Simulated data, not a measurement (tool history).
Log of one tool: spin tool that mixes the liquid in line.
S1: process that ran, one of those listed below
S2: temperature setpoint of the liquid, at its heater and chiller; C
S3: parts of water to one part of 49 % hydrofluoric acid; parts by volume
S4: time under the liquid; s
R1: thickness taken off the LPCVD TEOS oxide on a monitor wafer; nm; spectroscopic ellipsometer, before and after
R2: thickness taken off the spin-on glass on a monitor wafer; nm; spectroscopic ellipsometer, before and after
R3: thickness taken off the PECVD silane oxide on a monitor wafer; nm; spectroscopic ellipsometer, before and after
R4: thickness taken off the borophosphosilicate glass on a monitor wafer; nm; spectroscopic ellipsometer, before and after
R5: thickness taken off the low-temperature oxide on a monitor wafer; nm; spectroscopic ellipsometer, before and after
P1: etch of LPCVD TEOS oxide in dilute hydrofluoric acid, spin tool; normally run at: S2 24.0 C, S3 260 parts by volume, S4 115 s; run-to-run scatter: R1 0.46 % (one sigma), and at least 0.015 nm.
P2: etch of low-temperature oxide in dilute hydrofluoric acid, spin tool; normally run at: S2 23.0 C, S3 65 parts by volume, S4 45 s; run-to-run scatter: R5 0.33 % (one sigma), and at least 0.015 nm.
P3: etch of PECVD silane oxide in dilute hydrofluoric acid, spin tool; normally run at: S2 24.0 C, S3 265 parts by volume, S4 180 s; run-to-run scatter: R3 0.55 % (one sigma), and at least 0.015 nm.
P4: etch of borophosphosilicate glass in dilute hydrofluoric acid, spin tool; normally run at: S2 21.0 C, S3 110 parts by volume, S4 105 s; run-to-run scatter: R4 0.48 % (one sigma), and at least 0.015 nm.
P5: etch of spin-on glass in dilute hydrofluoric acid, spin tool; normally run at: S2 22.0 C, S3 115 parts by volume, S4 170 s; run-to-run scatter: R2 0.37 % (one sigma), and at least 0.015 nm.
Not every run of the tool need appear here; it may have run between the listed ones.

| run | hour | S1 | S2 | S3 | S4 | R1 | R2 | R3 | R4 | R5 |
|---|---|---|---|---|---|---|---|---|---|---|
| 1 | 11.2 | P1 | 24.0 | 260 | 115 | 18.2080 |  |  |  |  |
| 2 | 22.9 | P5 | 22.0 | 115 | 265 |  | 53.742 |  |  |  |
| 3 | 30.7 | P1 | 24.0 | 260 | 215 | 33.6210 |  |  |  |  |
| 4 | 44.4 | P3 | 17.0 | 265 | 180 |  |  | 13.3020 |  |  |
| 5 | 52.0 | P5 | 22.0 | 205 | 170 |  | 17.531 |  |  |  |
| 6 | 63.4 | P1 | 24.0 | 260 | 115 | 17.8160 |  |  |  |  |
| 7 | 70.9 | P1 | 24.0 | 260 | 20 | 3.1431 |  |  |  |  |
| 8 | 83.8 | P4 | 21.0 | 110 | 105 |  |  |  | 38.287 |  |
| 9 | 94.1 | P2 | 23.0 | 65 | 45 |  |  |  |  | 24.471 |
| 10 | 104.9 | P3 | 24.0 | 265 | 180 |  |  | 17.2580 |  |  |
| 11 | 112.9 | P3 | 24.0 | 265 | 180 |  |  | 17.3220 |  |  |
| 12 | 122.5 | P1 | 24.0 | 260 | 115 | 18.0790 |  |  |  |  |
| 13 | 132.9 | P2 | 29.0 | 65 | 45 |  |  |  |  | 31.164 |
| 14 | 141.3 | P4 | 21.0 | 110 | 105 |  |  |  | 38.597 |  |
| 15 | 154.5 | P2 | 23.0 | 65 | 25 |  |  |  |  | 13.621 |
| 16 | 160.7 | P1 | 24.0 | 140 | 115 | 38.2320 |  |  |  |  |
| 17 | 172.0 | P1 | 24.0 | 260 | 115 | 18.0000 |  |  |  |  |
| 18 | 183.8 | P5 | 22.0 | 115 | 170 |  | 34.505 |  |  |  |
| 19 | 196.4 | P3 | 24.0 | 410 | 180 |  |  | 9.8578 |  |  |
| 20 | 205.0 | P1 | 24.0 | 260 | 115 | 17.9340 |  |  |  |  |
| 21 | 211.5 | P4 | 21.0 | 110 | 210 |  |  |  | 77.361 |  |
| 22 | 217.7 | P1 | 24.0 | 430 | 115 | 9.2774 |  |  |  |  |
| 23 | 227.4 | P1 | 27.5 | 260 | 30 | 5.2750 |  |  |  |  |
| 24 | 233.6 | P4 | 29.0 | 110 | 105 |  |  |  | 52.440 |  |
| 25 | 240.3 | P5 | 17.0 | 115 | 170 |  | 27.981 |  |  |  |
| 26 | 252.3 | P4 | 21.0 | 180 | 105 |  |  |  | 21.634 |  |
| 27 | 258.6 | P1 | 28.0 | 260 | 115 | 20.6610 |  |  |  |  |
| 28 | 271.2 | P1 | 17.0 | 260 | 115 | 13.8210 |  |  |  |  |
| 29 | 278.4 | P5 | 22.0 | 115 | 170 |  | 34.233 |  |  |  |
| 30 | 288.2 | P1 | 24.0 | 260 | 115 | 17.7490 |  |  |  |  |
| 31 | 302.0 | P3 | 24.0 | 265 | 60 |  |  | 5.7869 |  |  |
| 32 | 308.5 | P2 | 23.0 | 20 | 45 |  |  |  |  | 84.343 |
| 33 | 320.8 | P1 | 24.0 | 260 | 115 | 18.0780 |  |  |  |  |
| 34 | 330.9 | P2 | 23.0 | 65 | 45 |  |  |  |  | 24.370 |
| 35 | 342.8 | P1 | 24.0 | 260 | 115 | 17.9670 |  |  |  |  |
| 36 | 351.6 | P1 | 24.0 | 260 | 115 | 18.4860 |  |  |  |  |
| 37 | 358.0 | P1 | 24.0 | 260 | 115 | 18.7070 |  |  |  |  |
| 38 | 370.3 | P1 | 24.0 | 260 | 115 | 18.9360 |  |  |  |  |
| 39 | 381.3 | P1 | 24.0 | 260 | 115 | 19.1360 |  |  |  |  |

What does the tool deliver on the next run?
| 40 | 393.5 | P1 | 24.0 | 260 | 115 | ? |  |  |  |  |

R1: 19.2910 nm

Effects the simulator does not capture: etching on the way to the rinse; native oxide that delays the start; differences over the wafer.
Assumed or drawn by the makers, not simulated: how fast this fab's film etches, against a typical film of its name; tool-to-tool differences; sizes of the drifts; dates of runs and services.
